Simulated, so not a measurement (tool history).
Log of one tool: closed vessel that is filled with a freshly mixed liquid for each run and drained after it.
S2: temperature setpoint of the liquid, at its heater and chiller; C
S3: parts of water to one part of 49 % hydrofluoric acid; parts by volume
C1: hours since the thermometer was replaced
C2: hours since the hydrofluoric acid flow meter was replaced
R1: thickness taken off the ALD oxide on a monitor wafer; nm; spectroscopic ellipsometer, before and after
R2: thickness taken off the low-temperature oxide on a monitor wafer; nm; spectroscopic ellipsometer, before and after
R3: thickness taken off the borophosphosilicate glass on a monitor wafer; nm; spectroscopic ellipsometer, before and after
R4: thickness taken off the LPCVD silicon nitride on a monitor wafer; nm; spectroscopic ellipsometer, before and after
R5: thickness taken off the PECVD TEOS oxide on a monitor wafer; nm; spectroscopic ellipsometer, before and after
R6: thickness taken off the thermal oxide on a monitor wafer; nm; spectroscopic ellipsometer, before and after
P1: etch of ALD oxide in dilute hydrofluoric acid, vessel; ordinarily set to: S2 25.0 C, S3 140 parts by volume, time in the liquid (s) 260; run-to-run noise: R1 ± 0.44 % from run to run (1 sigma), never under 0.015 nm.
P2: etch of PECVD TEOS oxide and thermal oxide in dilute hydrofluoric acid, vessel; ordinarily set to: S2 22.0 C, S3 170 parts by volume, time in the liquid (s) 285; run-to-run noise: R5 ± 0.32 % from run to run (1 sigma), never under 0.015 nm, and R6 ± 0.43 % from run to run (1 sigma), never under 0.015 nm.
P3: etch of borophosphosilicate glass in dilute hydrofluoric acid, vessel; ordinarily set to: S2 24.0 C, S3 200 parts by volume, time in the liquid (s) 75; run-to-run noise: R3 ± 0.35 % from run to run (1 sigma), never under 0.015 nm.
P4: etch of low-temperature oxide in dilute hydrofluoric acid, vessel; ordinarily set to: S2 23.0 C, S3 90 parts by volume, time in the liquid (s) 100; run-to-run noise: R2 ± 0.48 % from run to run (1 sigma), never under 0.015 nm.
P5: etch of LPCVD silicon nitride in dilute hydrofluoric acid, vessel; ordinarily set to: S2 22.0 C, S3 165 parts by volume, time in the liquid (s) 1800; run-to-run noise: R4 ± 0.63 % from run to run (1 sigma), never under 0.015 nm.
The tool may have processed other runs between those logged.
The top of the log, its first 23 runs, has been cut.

run 24 hour=172.3 | process_that_ran=P1 S2=25.0 S3=225 time_in_the_liquid_(s)=260 | C1=553.4 C2=255.7 | R1=10.7300
run 25 hour=179.3 | process_that_ran=P5 S2=22.0 S3=165 time_in_the_liquid_(s)=1800 | C1=560.4 C2=262.7 | R4=4.66180
run 26 hour=187.7 | process_that_ran=P2 S2=22.0 S3=170 time_in_the_liquid_(s)=285 | C1=568.8 C2=271.1 | R5=28.402 R6=6.6442
run 27 hour=196.2 | process_that_ran=P1 S2=25.0 S3=140 time_in_the_liquid_(s)=260 | C1=577.3 C2=279.6 | R1=18.8310
run 28 hour=205.4 | process_that_ran=P2 S2=17.0 S3=170 time_in_the_liquid_(s)=285 | C1=586.5 C2=288.8 | R5=23.148 R6=5.4826
run 29 hour=215.3 | process_that_ran=P3 S2=24.0 S3=270 time_in_the_liquid_(s)=75 | C1=596.4 C2=298.7 | R3=8.4037
run 30 hour=220.8 | process_that_ran=P1 S2=32.5 S3=140 time_in_the_liquid_(s)=260 | C1=601.9 C2=304.2 | R1=25.1710
run 31 hour=228.5 | process_that_ran=P1 S2=19.0 S3=140 time_in_the_liquid_(s)=260 | C1=609.6 C2=311.9 | R1=14.9720
run 32 hour=234.7 | process_that_ran=P1 S2=25.0 S3=140 time_in_the_liquid_(s)=260 | C1=615.8 C2=318.1 | R1=18.8630
run 33 hour=239.8 | process_that_ran=P1 S2=25.0 S3=140 time_in_the_liquid_(s)=260 | C1=620.9 C2=323.2 | R1=18.5240
run 34 hour=248.8 | process_that_ran=P1 S2=25.0 S3=140 time_in_the_liquid_(s)=260 | C1=629.9 C2=332.2 | R1=18.1200
run 35 hour=256.5 | process_that_ran=P1 S2=25.0 S3=140 time_in_the_liquid_(s)=260 | C1=637.6 C2=339.9 | R1=17.9020
run 36 hour=266.8 | process_that_ran=P1 S2=25.0 S3=140 time_in_the_liquid_(s)=260 | C1=647.9 C2=350.2 | R1=17.7990
run 37 hour=272.2 | process_that_ran=P1 S2=25.0 S3=140 time_in_the_liquid_(s)=260 | C1=653.3 C2=355.6 | R1=17.7190

What does the tool deliver on the next run?
run 38 hour=277.2 | process_that_ran=P1 S2=25.0 S3=140 time_in_the_liquid_(s)=260 | C1=658.3 C2=360.6 | R1=?

{"run 38": {"R1": 17.52}}
